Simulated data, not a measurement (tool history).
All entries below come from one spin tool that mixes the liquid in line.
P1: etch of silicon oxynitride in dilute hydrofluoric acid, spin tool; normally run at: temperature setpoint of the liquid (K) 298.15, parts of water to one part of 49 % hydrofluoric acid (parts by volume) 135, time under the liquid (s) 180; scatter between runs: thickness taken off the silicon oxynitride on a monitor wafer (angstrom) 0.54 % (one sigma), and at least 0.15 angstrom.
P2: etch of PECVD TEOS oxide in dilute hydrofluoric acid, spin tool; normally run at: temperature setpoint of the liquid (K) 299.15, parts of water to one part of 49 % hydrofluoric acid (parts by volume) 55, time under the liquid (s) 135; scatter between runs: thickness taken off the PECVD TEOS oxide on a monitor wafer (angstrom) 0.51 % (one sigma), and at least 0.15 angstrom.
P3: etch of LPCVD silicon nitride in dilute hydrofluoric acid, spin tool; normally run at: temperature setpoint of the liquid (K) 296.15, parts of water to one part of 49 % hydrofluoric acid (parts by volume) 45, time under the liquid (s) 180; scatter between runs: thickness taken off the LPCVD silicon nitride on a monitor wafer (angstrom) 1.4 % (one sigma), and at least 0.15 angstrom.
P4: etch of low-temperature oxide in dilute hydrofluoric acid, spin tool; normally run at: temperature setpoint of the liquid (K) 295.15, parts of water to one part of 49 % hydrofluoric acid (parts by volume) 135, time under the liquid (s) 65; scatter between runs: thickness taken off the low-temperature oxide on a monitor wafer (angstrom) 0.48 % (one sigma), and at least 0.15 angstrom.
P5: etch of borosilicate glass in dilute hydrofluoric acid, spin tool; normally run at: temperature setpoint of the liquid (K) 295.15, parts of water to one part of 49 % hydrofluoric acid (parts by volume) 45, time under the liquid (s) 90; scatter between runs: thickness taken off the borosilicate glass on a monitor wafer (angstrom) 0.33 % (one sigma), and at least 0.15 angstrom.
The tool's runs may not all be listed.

run	hour	process that ran	temperature setpoint of the liquid (K)	parts of water to one part of 49 % hydrofluoric acid (parts by volume)	time under the liquid (s)	hours since the thermometer was replaced	hours since the hydrofluoric acid flow meter was replaced	thickness taken off the silicon oxynitride on a monitor wafer (angstrom)	thickness taken off the low-temperature oxide on a monitor wafer (angstrom)	thickness taken off the LPCVD silicon nitride on a monitor wafer (angstrom)	thickness taken off the PECVD TEOS oxide on a monitor wafer (angstrom)	thickness taken off the borosilicate glass on a monitor wafer (angstrom)
1	4.8	P1	298.15	135	180	195.7	928.2	40.646				
2	9.8	P4	295.15	60	65	200.7	933.2		113.81			
3	19.1	P1	298.15	65	180	210	942.5	90.788				
4	27.3	P1	292.15	135	180	218.2	950.7	30.773				
5	35.6	P1	298.15	135	15	226.5	959	3.4896				
6	43.2	P1	302.65	135	180	234.1	966.6	50.241				
7	49.7	P1	298.15	250	180	240.6	973.1	20.023				
8	54.3	P3	296.15	20	180	245.2	977.7			41.285		
9	62.6	P1	298.15	135	180	253.5	986	41.175				
10	68.3	P3	296.15	45	180	259.2	991.7			18.575		
11	76	P2	299.15	55	230	266.9	999.4				731.47	
12	80.7	P2	299.15	55	135	271.6	1004.1				432.07	
13	89.7	P5	300.65	45	90	280.6	1013.1					481.06
14	99.7	P3	296.15	45	180	290.6	1023.1			19.043		
15	108.3	P5	295.15	45	90	299.2	1031.7					383.42
16	116.5	P1	298.15	135	180	307.4	1039.9	40.922				
17	121.8	P4	295.15	135	65	312.7	1045.2		46.101			
18	129.1	P1	298.15	135	180	320	1052.5	40.55				
19	135.7	P5	295.15	45	170	326.6	1059.1					723.67
20	140.9	P4	299.15	135	65	331.8	1064.3		54.205			
21	150.2	P5	295.15	75	90	341.1	1073.6					222.33
22	159.5	P1	298.15	135	365	350.4	1082.9	82.878				
23	165.8	P4	295.15	135	15	356.7	1089.2		10.956			
24	176	P1	298.15	225	285	366.9	1099.4	35.512				
25	182.5	P5	295.15	45	90	373.4	1105.9					386.14
26	189.3	P3	291.65	45	180	380.2	1112.7			13.278		
27	197.1	P3	296.15	45	305	388	1120.5			31.619		
28	202.3	P2	292.65	55	135	393.2	1125.7				328.28	
29	208.8	P1	298.15	135	180	399.7	1132.2	40.616				
30	214.4	P1	298.15	135	180	405.3	1137.8	40.743				
31	221	P4	295.15	135	65	411.9	1144.4		46.732			
32	228.7	P2	299.15	20	135	419.6	1152.1				1251	
33	233.7	P1	298.15	135	180	424.6	1157.1	40.334				
34	241.5	P1	298.15	135	180	432.4	1164.9	39.06				
35	246.6	P1	298.15	135	180	437.5	1170	37.858				
36	251.6	P1	298.15	135	180	442.5	1175	38.009				
37	258.8	P1	298.15	135	180	449.7	1182.2	36.897				
38	268	P1	298.15	135	180	458.9	1191.4	36.583				
39	277.6	P1	298.15	135	180	468.5	1201	36.582				
40	283.2	P1	298.15	135	180	474.1	1206.6	36.414				
41	292.3	P1	298.15	135	180	483.2	1215.7	36.443				
42	298.2	P1	298.15	135	180	489.1	1221.6	36.52				

P1 no longer gives what it gave before; its output has crept away from where it was. The following 2 causes, each at its listed size, fit the log equally well:
A: hydrofluoric acid flow below the setpoint (%) = 9.5
B: liquid colder than its thermometer reads (K) = 2.41
The onset of the drift is placed at about hour 233.7.

The list below offers 4 check runs, each averaging the results of 3 wafers, and shows each result as a question mark. For which of them would the listed causes give clearly different results?
check 1	304.1	P2	294.15	20	135						?	
check 2	304.1	P5	295.15	45	170							?
check 3	304.1	P4	295.15	60	15				?			
check 4	304.1	P3	296.15	25	180					?		

What each check would give under each cause:
check	result	if A	if B
check 1	thickness taken off the PECVD TEOS oxide on a monitor wafer (angstrom)	914.54	912.33
check 2	thickness taken off the borosilicate glass on a monitor wafer (angstrom)	652.56	654.93
check 3	thickness taken off the low-temperature oxide on a monitor wafer (angstrom)	23.614	23.771
check 4	thickness taken off the LPCVD silicon nitride on a monitor wafer (angstrom)	29.983	27.916
Smallest distance between any two causes, each pair judged by its most separating result, in per cent: check 1 0.24 %; check 2 0.36 %; check 3 0.67 %; check 4 7.14 %
Check 4 distinguishes between the causes, while the remaining checks would return nearly the same result for all of them.

Then check 4 was run and gave: thickness taken off the LPCVD silicon nitride on a monitor wafer (angstrom) 28.214. Which cause is it?

The correct cause is B, namely: liquid colder than its thermometer reads (K).
